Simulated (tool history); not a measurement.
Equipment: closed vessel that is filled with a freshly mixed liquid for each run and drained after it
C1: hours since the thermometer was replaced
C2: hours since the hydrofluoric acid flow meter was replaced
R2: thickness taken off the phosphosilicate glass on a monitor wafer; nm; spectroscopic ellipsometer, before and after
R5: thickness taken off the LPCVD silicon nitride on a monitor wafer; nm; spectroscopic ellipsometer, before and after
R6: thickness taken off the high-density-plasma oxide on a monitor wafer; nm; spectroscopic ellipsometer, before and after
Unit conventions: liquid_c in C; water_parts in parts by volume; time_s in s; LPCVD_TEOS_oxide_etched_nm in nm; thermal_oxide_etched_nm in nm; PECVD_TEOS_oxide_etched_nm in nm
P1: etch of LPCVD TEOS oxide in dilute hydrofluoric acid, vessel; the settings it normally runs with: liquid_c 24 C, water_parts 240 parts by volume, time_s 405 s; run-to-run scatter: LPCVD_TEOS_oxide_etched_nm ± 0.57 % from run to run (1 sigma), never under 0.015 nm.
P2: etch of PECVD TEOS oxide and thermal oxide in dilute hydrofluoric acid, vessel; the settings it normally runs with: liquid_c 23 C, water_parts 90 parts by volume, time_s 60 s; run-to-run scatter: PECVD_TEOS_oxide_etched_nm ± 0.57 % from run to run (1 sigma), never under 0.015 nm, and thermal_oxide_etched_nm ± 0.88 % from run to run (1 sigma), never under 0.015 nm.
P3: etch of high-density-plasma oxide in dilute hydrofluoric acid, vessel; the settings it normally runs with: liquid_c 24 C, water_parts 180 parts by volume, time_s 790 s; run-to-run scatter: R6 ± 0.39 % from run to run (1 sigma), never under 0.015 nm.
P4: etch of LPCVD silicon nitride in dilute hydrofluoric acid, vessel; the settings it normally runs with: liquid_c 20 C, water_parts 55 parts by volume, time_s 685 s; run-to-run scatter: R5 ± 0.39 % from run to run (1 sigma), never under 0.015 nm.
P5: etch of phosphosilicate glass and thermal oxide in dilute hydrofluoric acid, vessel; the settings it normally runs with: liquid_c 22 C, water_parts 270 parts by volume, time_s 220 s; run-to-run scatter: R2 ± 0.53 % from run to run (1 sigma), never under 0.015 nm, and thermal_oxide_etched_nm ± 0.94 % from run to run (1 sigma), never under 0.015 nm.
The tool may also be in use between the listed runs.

run 1 hour=8 | process=P1 liquid_c=24 water_parts=240 time_s=405 | C1=510.9 C2=613 | LPCVD_TEOS_oxide_etched_nm=45.91
run 2 hour=13 | process=P1 liquid_c=24 water_parts=240 time_s=405 | C1=515.9 C2=618 | LPCVD_TEOS_oxide_etched_nm=45.567
run 3 hour=18 | process=P1 liquid_c=18.5 water_parts=240 time_s=145 | C1=520.9 C2=623 | LPCVD_TEOS_oxide_etched_nm=13.296
run 4 hour=23.6 | process=P1 liquid_c=24 water_parts=240 time_s=180 | C1=526.5 C2=628.6 | LPCVD_TEOS_oxide_etched_nm=20.127
run 5 hour=30.5 | process=P1 liquid_c=24 water_parts=240 time_s=405 | C1=533.4 C2=635.5 | LPCVD_TEOS_oxide_etched_nm=45.72
run 6 hour=36.3 | process=P5 liquid_c=22 water_parts=80 time_s=220 | C1=539.2 C2=641.3 | R2=210.1 thermal_oxide_etched_nm=11.957
run 7 hour=44.6 | process=P1 liquid_c=24 water_parts=60 time_s=405 | C1=547.5 C2=649.6 | LPCVD_TEOS_oxide_etched_nm=224.29
run 8 hour=51.1 | process=P1 liquid_c=24 water_parts=240 time_s=405 | C1=554 C2=656.1 | LPCVD_TEOS_oxide_etched_nm=45.992
run 9 hour=61.5 | process=P1 liquid_c=28 water_parts=125 time_s=405 | C1=564.4 C2=666.5 | LPCVD_TEOS_oxide_etched_nm=116.36
run 10 hour=67.3 | process=P1 liquid_c=24 water_parts=440 time_s=405 | C1=570.2 C2=672.3 | LPCVD_TEOS_oxide_etched_nm=20.653
run 11 hour=75.2 | process=P2 liquid_c=23 water_parts=90 time_s=60 | C1=578.1 C2=680.2 | thermal_oxide_etched_nm=2.9548 PECVD_TEOS_oxide_etched_nm=9.9036
run 12 hour=81.9 | process=P5 liquid_c=22 water_parts=270 time_s=30 | C1=584.8 C2=686.9 | R2=6.8833 thermal_oxide_etched_nm=0.41606
run 13 hour=88.6 | process=P1 liquid_c=24 water_parts=240 time_s=405 | C1=591.5 C2=693.6 | LPCVD_TEOS_oxide_etched_nm=45.604
run 14 hour=98.9 | process=P4 liquid_c=20 water_parts=55 time_s=685 | C1=601.8 C2=703.9 | R5=5.1965
run 15 hour=108.6 | process=P3 liquid_c=31.5 water_parts=180 time_s=790 | C1=611.5 C2=713.6 | R6=30.174
run 16 hour=113.8 | process=P4 liquid_c=20 water_parts=20 time_s=685 | C1=616.7 C2=718.8 | R5=13.869
run 17 hour=120.2 | process=P2 liquid_c=31 water_parts=90 time_s=60 | C1=623.1 C2=725.2 | thermal_oxide_etched_nm=3.9873 PECVD_TEOS_oxide_etched_nm=13.505
run 18 hour=130.8 | process=P4 liquid_c=17 water_parts=55 time_s=685 | C1=633.7 C2=735.8 | R5=4.2084
run 19 hour=135.5 | process=P3 liquid_c=24 water_parts=45 time_s=790 | C1=638.4 C2=740.5 | R6=108.51
run 20 hour=145.6 | process=P1 liquid_c=24 water_parts=240 time_s=645 | C1=648.5 C2=750.6 | LPCVD_TEOS_oxide_etched_nm=72.903
run 21 hour=155.4 | process=P5 liquid_c=22 water_parts=270 time_s=220 | C1=658.3 C2=760.4 | R2=51.236 thermal_oxide_etched_nm=2.9646
run 22 hour=160.3 | process=P2 liquid_c=23 water_parts=90 time_s=115 | C1=663.2 C2=765.3 | thermal_oxide_etched_nm=5.7433 PECVD_TEOS_oxide_etched_nm=19.04
run 23 hour=167.8 | process=P1 liquid_c=29 water_parts=240 time_s=405 | C1=670.7 C2=772.8 | LPCVD_TEOS_oxide_etched_nm=54.427
run 24 hour=177.5 | process=P5 liquid_c=27.5 water_parts=270 time_s=220 | C1=680.4 C2=782.5 | R2=61.353 thermal_oxide_etched_nm=3.5141
run 25 hour=182.2 | process=P1 liquid_c=24 water_parts=240 time_s=405 | C1=685.1 C2=787.2 | LPCVD_TEOS_oxide_etched_nm=45.85
run 26 hour=191.5 | process=P4 liquid_c=20 water_parts=55 time_s=1330 | C1=694.4 C2=796.5 | R5=10.166

Run 27 has not been measured yet. What should we expect?
run 27 hour=198.7 | process=P4 liquid_c=20 water_parts=55 time_s=685 | C1=701.6 C2=803.7 | R5=?

{"run 27": {"R5": 5.2138}}
